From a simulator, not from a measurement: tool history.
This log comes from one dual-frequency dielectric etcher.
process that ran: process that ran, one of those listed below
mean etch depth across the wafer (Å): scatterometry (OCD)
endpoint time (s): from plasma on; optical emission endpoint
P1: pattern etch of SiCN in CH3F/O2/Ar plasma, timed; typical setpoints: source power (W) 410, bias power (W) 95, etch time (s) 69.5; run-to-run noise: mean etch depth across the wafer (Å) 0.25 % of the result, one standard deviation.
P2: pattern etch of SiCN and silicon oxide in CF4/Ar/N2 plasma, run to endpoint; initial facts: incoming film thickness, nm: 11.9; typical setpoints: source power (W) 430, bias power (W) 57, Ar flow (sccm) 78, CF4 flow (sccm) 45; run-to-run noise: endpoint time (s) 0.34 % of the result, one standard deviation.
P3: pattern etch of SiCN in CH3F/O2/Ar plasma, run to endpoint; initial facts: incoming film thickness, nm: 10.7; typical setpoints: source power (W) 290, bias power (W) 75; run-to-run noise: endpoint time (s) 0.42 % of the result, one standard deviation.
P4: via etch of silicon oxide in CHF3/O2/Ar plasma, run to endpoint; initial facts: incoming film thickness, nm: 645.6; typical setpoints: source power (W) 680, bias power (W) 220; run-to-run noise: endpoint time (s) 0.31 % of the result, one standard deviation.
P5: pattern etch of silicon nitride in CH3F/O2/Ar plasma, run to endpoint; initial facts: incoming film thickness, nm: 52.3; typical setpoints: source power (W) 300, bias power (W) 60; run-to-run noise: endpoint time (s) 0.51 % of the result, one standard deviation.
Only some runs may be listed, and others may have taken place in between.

run     day  process that ran  source power (W)  bias power (W)  etch time (s)  Ar flow (sccm)  CF4 flow (sccm)  hours since the last wet clean  hours since the last source power generator calibration  hours since the last bias power generator calibration  mean etch depth across the wafer (Å)  endpoint time (s)
  1   0.346                P1               410              95           69.5                                                            285.0                                                   1148.2                                                 2145.7                                295.65
  2   0.833                P5               300              60                                                                           296.7                                                   1159.9                                                 2157.4                                                   90.070
  3   1.229                P4               680             220                                                                           306.2                                                   1169.4                                                 2166.9                                                  291.690
  4   1.925                P1               250              95           69.5                                                            322.9                                                   1186.1                                                 2183.6                                246.72
  5   2.462                P2               430              57                             78               34                           335.8                                                   1199.0                                                 2196.5                                                   17.176
  6   3.125                P1               410              95           38.0                                                            351.7                                                   1214.9                                                 2212.4                                161.55
  7   3.638                P1               410              95           69.5                                                            364.0                                                   1227.2                                                 2224.7                                293.88
  8   4.392                P1               410              95           69.5                                                            382.1                                                   1245.3                                                 2242.8                                293.68
  9   4.871                P1               410             127           97.0                                                            393.6                                                   1256.8                                                 2254.3                                461.14
 10   5.612                P1               410              62           45.5                                                            411.4                                                   1274.6                                                 2272.1                                165.50
 11   5.971                P2               430              57                             78               45                           420.0                                                   1283.2                                                 2280.7                                                   16.294
 12   6.621                P4               810             220                                                                           435.6                                                   1298.8                                                 2296.3                                                  271.190
 13   6.962                P4               680             220                                                                           443.8                                                   1307.0                                                 2304.5                                                  288.780
 14   7.733                P1               410             118           69.5                                                            462.3                                                   1325.5                                                 2323.0                                319.89
 15   8.367                P4               680             285                                                                           477.5                                                   1340.7                                                 2338.2                                                  264.680
 16   9.125                P3               210              75                                                                           495.7                                                   1358.9                                                 2356.4                                                   35.672
 17   9.775                P1               410              67           69.5                                                            511.3                                                   1374.5                                                 2372.0                                260.52
 18  10.558                P1               410              95           85.5                                                            530.1                                                   1393.3                                                 2390.8                                361.86
 19  11.325                P1               410              95           69.5                                                            548.5                                                   1411.7                                                 2409.2                                295.40
 20  11.750                P1               410             111           38.0                                                            558.7                                                   1421.9                                                 2419.4                                170.58
 21  12.517                P5               300              42                                                                           577.1                                                   1440.3                                                 2437.8                                                  101.220
 22  13.054                P1               410              95           69.5                                                            590.0                                                   1453.2                                                 2450.7                                295.15
 23  13.438                P3               290              75                                                                           599.2                                                   1462.4                                                 2459.9                                                   31.870
 24  14.175                P5               240              60                                                                           616.9                                                   1480.1                                                 2477.6                                                   97.939

What does the tool deliver on the next run?
 25  14.679                P2               560              57                             78               45                           629.0                                                   1492.2                                                 2489.7                                                        ?

Run 25 yielded endpoint time (s) 12.820.
